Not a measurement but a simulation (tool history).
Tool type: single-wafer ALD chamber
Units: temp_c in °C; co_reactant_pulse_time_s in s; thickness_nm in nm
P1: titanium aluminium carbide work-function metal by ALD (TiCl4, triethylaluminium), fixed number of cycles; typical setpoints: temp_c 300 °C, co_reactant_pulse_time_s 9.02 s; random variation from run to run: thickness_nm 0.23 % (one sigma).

run	hour	temp_c	co_reactant_pulse_time_s	hours since the last thermocouple change	hours since the last triethylaluminium bottle change	thickness_nm
1	2.5	300	9.02	440.1	1173.7	1.9762
2	5.4	300	9.02	443.0	1176.6	1.9658
# hour 7.8: thermocouple changed; heater temperature recalibrated
3	9.0	323	9.02	1.2	1180.2	2.1703
4	12.8	300	9.02	5.0	1184.0	1.9702
5	17.1	300	13.86	9.3	1188.3	2.0383
6	22.0	300	9.02	14.2	1193.2	1.9691
7	25.6	285	14.01	17.8	1196.8	1.9049
8	28.7	290	5.23	20.9	1199.9	1.6451
9	31.3	300	9.02	23.5	1202.5	1.9614
10	34.3	300	4.04	26.5	1205.5	1.5467
11	37.1	300	9.02	29.3	1208.3	1.9640
12	40.1	300	9.02	32.3	1211.3	1.9669
13	43.9	276	9.02	36.1	1215.1	1.7687
14	48.7	300	9.02	40.9	1219.9	1.9709
15	51.8	300	9.02	44.0	1223.0	1.9587
16	54.6	300	9.02	46.8	1225.8	1.9367
17	58.9	300	9.02	51.1	1230.1	1.9295
18	61.5	300	9.02	53.7	1232.7	1.9360
19	64.5	300	9.02	56.7	1235.7	1.9369
20	68.4	300	9.02	60.6	1239.6	1.9337
21	71.7	300	9.02	63.9	1242.9	1.9351

P1 no longer gives what it gave before; its output has crept away from where it was. The following 2 causes, each at its listed size, fit the log equally well:
A: wafer temperature below the value expected at the setpoint (K) = 4.36
B: triethylaluminium dose below that of a fresh bottle (%) = 10.9
The drift started at roughly hour 48.7.

Each of the 4 check runs below uses one wafer; its results are left as question marks. Which run tells the causes apart?
check 1	75.0	318	9.02			?
check 2	75.0	300	4.09			?
check 3	75.0	313	9.02			?
check 4	75.0	279	9.02			?

Outcome of each check run for each possible cause:
check	result	if A	if B
check 1	thickness_nm	2.0851	2.0828
check 2	thickness_nm	1.5275	1.4734
check 3	thickness_nm	2.0420	2.0404
check 4	thickness_nm	1.7535	1.7563
Gap, in per cent, between the two causes that each check separates least, read from the result that separates them most: check 1 0.11 %; check 2 3.61 %; check 3 0.08 %; check 4 0.16 %
Only in check 2 would the causes give clearly different results; in the remaining checks their results would be nearly the same.

Here is what check 2 returned: thickness_nm 1.5254 nm. Which cause is it?

A is the cause: wafer temperature below the value expected at the setpoint (K).
